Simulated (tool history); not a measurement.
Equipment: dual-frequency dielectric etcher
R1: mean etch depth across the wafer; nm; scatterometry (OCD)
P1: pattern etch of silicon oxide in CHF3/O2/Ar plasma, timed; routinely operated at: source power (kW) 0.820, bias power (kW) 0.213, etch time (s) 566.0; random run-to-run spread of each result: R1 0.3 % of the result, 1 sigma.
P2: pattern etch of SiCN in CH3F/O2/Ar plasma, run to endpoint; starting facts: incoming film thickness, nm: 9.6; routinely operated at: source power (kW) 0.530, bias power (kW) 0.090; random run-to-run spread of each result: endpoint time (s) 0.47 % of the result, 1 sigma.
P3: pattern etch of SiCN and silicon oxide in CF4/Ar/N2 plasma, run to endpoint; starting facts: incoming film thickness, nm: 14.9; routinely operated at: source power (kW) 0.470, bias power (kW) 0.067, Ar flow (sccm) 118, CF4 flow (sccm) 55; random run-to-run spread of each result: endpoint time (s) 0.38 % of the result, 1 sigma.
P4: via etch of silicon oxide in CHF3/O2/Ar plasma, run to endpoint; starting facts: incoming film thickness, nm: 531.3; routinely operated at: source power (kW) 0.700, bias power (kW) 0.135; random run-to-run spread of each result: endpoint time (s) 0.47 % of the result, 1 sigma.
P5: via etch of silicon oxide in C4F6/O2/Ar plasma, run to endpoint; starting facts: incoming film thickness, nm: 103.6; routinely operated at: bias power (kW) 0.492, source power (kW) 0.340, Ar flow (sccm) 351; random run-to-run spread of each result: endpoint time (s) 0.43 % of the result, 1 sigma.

Run 1, hour 11.4: process that ran P1, source power (kW) 0.820, bias power (kW) 0.213, etch time (s) 566.0. Result: R1 1321.40 nm.
Run 2, hour 18.4: process that ran P5, source power (kW) 0.340, bias power (kW) 0.492, Ar flow (sccm) 254. Result: endpoint time (s) 23.880.
Run 3, hour 25.3: process that ran P1, source power (kW) 0.820, bias power (kW) 0.263, etch time (s) 566.0. Result: R1 1418.90 nm.
Run 4, hour 33.1: process that ran P1, source power (kW) 0.820, bias power (kW) 0.213, etch time (s) 566.0. Result: R1 1321.10 nm.
Run 5, hour 40.2: process that ran P2, source power (kW) 0.530, bias power (kW) 0.090. Result: endpoint time (s) 20.732.
Run 6, hour 53.9: process that ran P2, source power (kW) 0.670, bias power (kW) 0.090. Result: endpoint time (s) 18.869.
Run 7, hour 68.5: process that ran P1, source power (kW) 0.820, bias power (kW) 0.213, etch time (s) 566.0. Result: R1 1319.80 nm.
Run 8, hour 80.8: process that ran P1, source power (kW) 0.820, bias power (kW) 0.136, etch time (s) 566.0. Result: R1 1144.30 nm.
Run 9, hour 87.6: process that ran P4, source power (kW) 0.700, bias power (kW) 0.135. Result: endpoint time (s) 270.790.
Run 10, hour 95.9: process that ran P3, source power (kW) 0.470, bias power (kW) 0.067, Ar flow (sccm) 154, CF4 flow (sccm) 55. Result: endpoint time (s) 18.139.
Run 11, hour 104.3: process that ran P5, source power (kW) 0.340, bias power (kW) 0.656, Ar flow (sccm) 351. Result: endpoint time (s) 22.037.
Run 12, hour 112.7: process that ran P5, source power (kW) 0.210, bias power (kW) 0.492, Ar flow (sccm) 351. Result: endpoint time (s) 29.557.
At hour 122.8: source power generator calibrated.
Run 13, hour 127.0: process that ran P1, source power (kW) 0.500, bias power (kW) 0.213, etch time (s) 566.0. Result: R1 1099.40 nm.
Run 14, hour 137.0: process that ran P3, source power (kW) 0.320, bias power (kW) 0.067, Ar flow (sccm) 118, CF4 flow (sccm) 55. Result: endpoint time (s) 23.855.
Run 15, hour 144.6: process that ran P4, source power (kW) 0.700, bias power (kW) 0.135. Result: endpoint time (s) 269.910.
Run 16, hour 154.5: process that ran P1, source power (kW) 1.100, bias power (kW) 0.213, etch time (s) 566.0. Result: R1 1474.60 nm.
Run 17, hour 168.8: process that ran P1, source power (kW) 0.820, bias power (kW) 0.213, etch time (s) 566.0. Result: R1 1320.30 nm.
Run 18, hour 176.2: process that ran P3, source power (kW) 0.470, bias power (kW) 0.067, Ar flow (sccm) 118, CF4 flow (sccm) 55. Result: endpoint time (s) 17.138.
Run 19, hour 189.6: process that ran P3, source power (kW) 0.470, bias power (kW) 0.039, Ar flow (sccm) 118, CF4 flow (sccm) 55. Result: endpoint time (s) 20.584.
Run 20, hour 203.9: process that ran P3, source power (kW) 0.470, bias power (kW) 0.067, Ar flow (sccm) 118, CF4 flow (sccm) 55. Result: endpoint time (s) 17.220.
Run 21, hour 214.3: process that ran P1, source power (kW) 0.820, bias power (kW) 0.284, etch time (s) 422.5. Result: R1 1093.20 nm.
Run 22, hour 225.8: process that ran P1, source power (kW) 0.820, bias power (kW) 0.213, etch time (s) 566.0. Result: R1 1314.40 nm.
Run 23, hour 238.4: process that ran P3, source power (kW) 0.470, bias power (kW) 0.067, Ar flow (sccm) 118, CF4 flow (sccm) 66. Result: endpoint time (s) 16.752.
Run 24, hour 246.8: process that ran P2, source power (kW) 0.530, bias power (kW) 0.122. Result: endpoint time (s) 18.460.
Run 25, hour 261.4: process that ran P5, source power (kW) 0.340, bias power (kW) 0.492, Ar flow (sccm) 351. Result: endpoint time (s) 24.776.
Run 26, hour 269.4: process that ran P2, source power (kW) 0.530, bias power (kW) 0.090. Result: endpoint time (s) 20.753.
Run 27, hour 279.9: process that ran P1, source power (kW) 0.820, bias power (kW) 0.213, etch time (s) 311.5. Result: R1 725.57 nm.
Run 28, hour 293.4: process that ran P4, source power (kW) 0.520, bias power (kW) 0.135. Result: endpoint time (s) 305.660.
Run 29, hour 307.6: process that ran P1, source power (kW) 0.820, bias power (kW) 0.166, etch time (s) 820.5. Result: R1 1748.20 nm.
Run 30, hour 314.1: process that ran P1, source power (kW) 1.130, bias power (kW) 0.141, etch time (s) 566.0. Result: R1 1309.10 nm.
Run 31, hour 321.0: process that ran P1, source power (kW) 0.820, bias power (kW) 0.213, etch time (s) 727.5. Result: R1 1702.60 nm.
Run 32, hour 334.1: process that ran P4, source power (kW) 0.700, bias power (kW) 0.100. Result: endpoint time (s) 297.300.
Run 33, hour 345.7: process that ran P1, source power (kW) 0.820, bias power (kW) 0.213, etch time (s) 566.0. Result: R1 1324.30 nm.
Run 34, hour 354.5: process that ran P1, source power (kW) 0.820, bias power (kW) 0.213, etch time (s) 566.0. Result: R1 1312.90 nm.
Run 35, hour 363.5: process that ran P1, source power (kW) 0.820, bias power (kW) 0.213, etch time (s) 566.0. Result: R1 1320.10 nm.
Run 36, hour 374.0: process that ran P1, source power (kW) 0.820, bias power (kW) 0.213, etch time (s) 566.0. Result: R1 1312.00 nm.
Run 37, hour 386.1: process that ran P1, source power (kW) 0.820, bias power (kW) 0.213, etch time (s) 566.0. Result: R1 1308.40 nm.
Run 38, hour 397.5: process that ran P1, source power (kW) 0.820, bias power (kW) 0.213, etch time (s) 566.0. Result: R1 1309.20 nm.
Run 39, hour 409.8: process that ran P1, source power (kW) 0.820, bias power (kW) 0.213, etch time (s) 566.0. Result: R1 1307.20 nm.
Run 40, hour 418.9: process that ran P1, source power (kW) 0.820, bias power (kW) 0.213, etch time (s) 566.0. Result: R1 1306.80 nm.
At hour 419.2: wet clean of the chamber.
Run 41, hour 431.9: process that ran P1, source power (kW) 0.820, bias power (kW) 0.213, etch time (s) 566.0. Result: R1 1298.20 nm.
Run 42, hour 445.0: process that ran P1, source power (kW) 0.820, bias power (kW) 0.213, etch time (s) 566.0. Result: R1 1299.70 nm.
Run 43, hour 457.6: process that ran P1, source power (kW) 0.820, bias power (kW) 0.213, etch time (s) 566.0. Result: R1 1301.40 nm.
Run 44, hour 467.8: process that ran P1, source power (kW) 0.820, bias power (kW) 0.213, etch time (s) 566.0. Result: R1 1299.90 nm.
Run 45, hour 482.3: process that ran P1, source power (kW) 0.820, bias power (kW) 0.213, etch time (s) 566.0. Result: R1 1297.50 nm.

Something has made what P1 gives creep away from where it was; the 2 causes below, each at its own stated size, fit the log equally well:
A: bias power that arrives under what is set, % = 4.26
B: source power that arrives under what is set, % = 3.8
The gradual shift began around hour 354.5.
The rest of the possible causes, and what rules out each one:
chamber walls in a state that lowers the etch rate, %: serviced at hour 419.2, after the change had begun; the process did not return to its earlier output

Of the 4 check runs below, each run on 2 wafers with the results averaged and each result still a question mark, which one would tell the listed causes apart?
Run check 1, hour 496.8: process that ran P4, source power (kW) 0.580, bias power (kW) 0.105. Result: endpoint time (s) ?.
Run check 2, hour 496.8: process that ran P3, source power (kW) 0.380, bias power (kW) 0.043, Ar flow (sccm) 118, CF4 flow (sccm) 55. Result: endpoint time (s) ?.
Run check 3, hour 496.8: process that ran P5, source power (kW) 0.340, bias power (kW) 0.583, Ar flow (sccm) 351. Result: endpoint time (s) ?.
Run check 4, hour 496.8: process that ran P2, source power (kW) 0.530, bias power (kW) 0.122. Result: endpoint time (s) ?.

Expected result of each check under each candidate cause:
  check             result     if A     if B
check 1  endpoint time (s)  319.580  320.350
check 2  endpoint time (s)   24.426   24.926
check 3  endpoint time (s)   23.647   23.587
check 4  endpoint time (s)   18.793   18.748
Per-check spread between the two closest causes, in the result where they differ most: check 1 0.24 %; check 2 2.02 %; check 3 0.26 %; check 4 0.24 %
Check 2 tells the causes apart: in the others they would give nearly the same result.

Check 2 has now been run. It gave: endpoint time (s) 24.406. Which of the candidate causes is it?

Of the candidate causes, it is A: bias power that arrives under what is set, %.

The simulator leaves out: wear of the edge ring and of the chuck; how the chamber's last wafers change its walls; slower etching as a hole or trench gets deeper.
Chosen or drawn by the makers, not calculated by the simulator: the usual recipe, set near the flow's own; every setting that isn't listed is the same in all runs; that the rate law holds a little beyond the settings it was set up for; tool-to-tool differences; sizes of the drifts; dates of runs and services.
